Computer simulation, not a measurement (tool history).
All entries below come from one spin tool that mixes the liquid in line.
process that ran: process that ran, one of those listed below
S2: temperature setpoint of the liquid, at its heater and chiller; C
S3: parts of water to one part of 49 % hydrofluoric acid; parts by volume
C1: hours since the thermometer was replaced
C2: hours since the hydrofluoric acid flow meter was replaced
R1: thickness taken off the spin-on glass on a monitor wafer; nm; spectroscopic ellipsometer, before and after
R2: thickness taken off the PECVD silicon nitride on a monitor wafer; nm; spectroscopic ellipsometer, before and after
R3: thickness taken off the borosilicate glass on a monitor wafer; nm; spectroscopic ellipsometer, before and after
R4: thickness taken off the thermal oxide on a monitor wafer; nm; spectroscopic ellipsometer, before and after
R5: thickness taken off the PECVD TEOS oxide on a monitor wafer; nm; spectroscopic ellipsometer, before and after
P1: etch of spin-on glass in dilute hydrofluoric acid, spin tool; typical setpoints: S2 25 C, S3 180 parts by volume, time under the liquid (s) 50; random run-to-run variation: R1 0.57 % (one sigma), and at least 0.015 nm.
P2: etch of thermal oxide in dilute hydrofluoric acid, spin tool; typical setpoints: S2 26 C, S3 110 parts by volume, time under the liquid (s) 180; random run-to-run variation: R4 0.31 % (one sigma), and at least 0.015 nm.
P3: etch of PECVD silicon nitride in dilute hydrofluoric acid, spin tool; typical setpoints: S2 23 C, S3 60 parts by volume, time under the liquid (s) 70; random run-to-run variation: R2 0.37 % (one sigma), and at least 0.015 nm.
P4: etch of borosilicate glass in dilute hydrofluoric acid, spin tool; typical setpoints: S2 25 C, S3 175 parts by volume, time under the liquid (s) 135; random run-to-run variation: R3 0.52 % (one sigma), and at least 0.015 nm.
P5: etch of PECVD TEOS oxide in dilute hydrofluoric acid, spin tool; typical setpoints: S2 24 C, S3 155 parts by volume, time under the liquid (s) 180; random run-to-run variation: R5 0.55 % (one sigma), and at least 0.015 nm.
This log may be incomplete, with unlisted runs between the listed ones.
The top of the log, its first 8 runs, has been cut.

run 9 hour=29.7 | process_that_ran=P2 S2=31 S3=110 time_under_the_liquid_(s)=180 | C1=1567 C2=973.4 | R4=9.9169
run 10 hour=32.5 | process_that_ran=P3 S2=29 S3=60 time_under_the_liquid_(s)=70 | C1=1569.8 C2=976.2 | R2=8.4596
run 11 hour=35.2 | process_that_ran=P1 S2=20.5 S3=180 time_under_the_liquid_(s)=50 | C1=1572.5 C2=978.9 | R1=11.077
run 12 hour=38.1 | process_that_ran=P1 S2=25 S3=285 time_under_the_liquid_(s)=50 | C1=1575.4 C2=981.8 | R1=7.4613
run 13 hour=40.5 | process_that_ran=P1 S2=17.5 S3=105 time_under_the_liquid_(s)=50 | C1=1577.8 C2=984.2 | R1=18.003
run 14 hour=43.4 | process_that_ran=P1 S2=25 S3=180 time_under_the_liquid_(s)=50 | C1=1580.7 C2=987.1 | R1=13.079
run 15 hour=47 | process_that_ran=P2 S2=26 S3=110 time_under_the_liquid_(s)=180 | C1=1584.3 C2=990.7 | R4=8.201
run 16 hour=50.8 | process_that_ran=P1 S2=20 S3=100 time_under_the_liquid_(s)=50 | C1=1588.1 C2=994.5 | R1=21.377
run 17 hour=54.8 | process_that_ran=P1 S2=25 S3=55 time_under_the_liquid_(s)=50 | C1=1592.1 C2=998.5 | R1=49.536
run 18 hour=58 | process_that_ran=P2 S2=26 S3=110 time_under_the_liquid_(s)=15 | C1=1595.3 C2=1001.7 | R4=0.66265
run 19 hour=62 | process_that_ran=P5 S2=24 S3=155 time_under_the_liquid_(s)=180 | C1=1599.3 C2=1005.7 | R5=9.0896
run 20 hour=65.8 | process_that_ran=P2 S2=26 S3=110 time_under_the_liquid_(s)=180 | C1=1603.1 C2=1009.5 | R4=8.2728
run 21 hour=70.1 | process_that_ran=P4 S2=25 S3=175 time_under_the_liquid_(s)=240 | C1=1607.4 C2=1013.8 | R3=31.57
run 22 hour=73.1 | process_that_ran=P1 S2=25 S3=265 time_under_the_liquid_(s)=95 | C1=1610.4 C2=1016.8 | R1=15.257
run 23 hour=77.2 | process_that_ran=P5 S2=24 S3=155 time_under_the_liquid_(s)=180 | C1=1614.5 C2=1020.9 | R5=9.0666
run 24 hour=80.6 | process_that_ran=P4 S2=21.5 S3=175 time_under_the_liquid_(s)=135 | C1=1617.9 C2=1024.3 | R3=15.505
-- hour=82.2 thermometer replaced
run 25 hour=83.8 | process_that_ran=P4 S2=25 S3=175 time_under_the_liquid_(s)=135 | C1=1.7 C2=1027.5 | R3=17.746

Expected results for the next run?
run 26 hour=88.2 | process_that_ran=P5 S2=18 S3=155 time_under_the_liquid_(s)=180 | C1=6.1 C2=1031.9 | R5=?

Run 26 yielded R5 7.3307 nm.

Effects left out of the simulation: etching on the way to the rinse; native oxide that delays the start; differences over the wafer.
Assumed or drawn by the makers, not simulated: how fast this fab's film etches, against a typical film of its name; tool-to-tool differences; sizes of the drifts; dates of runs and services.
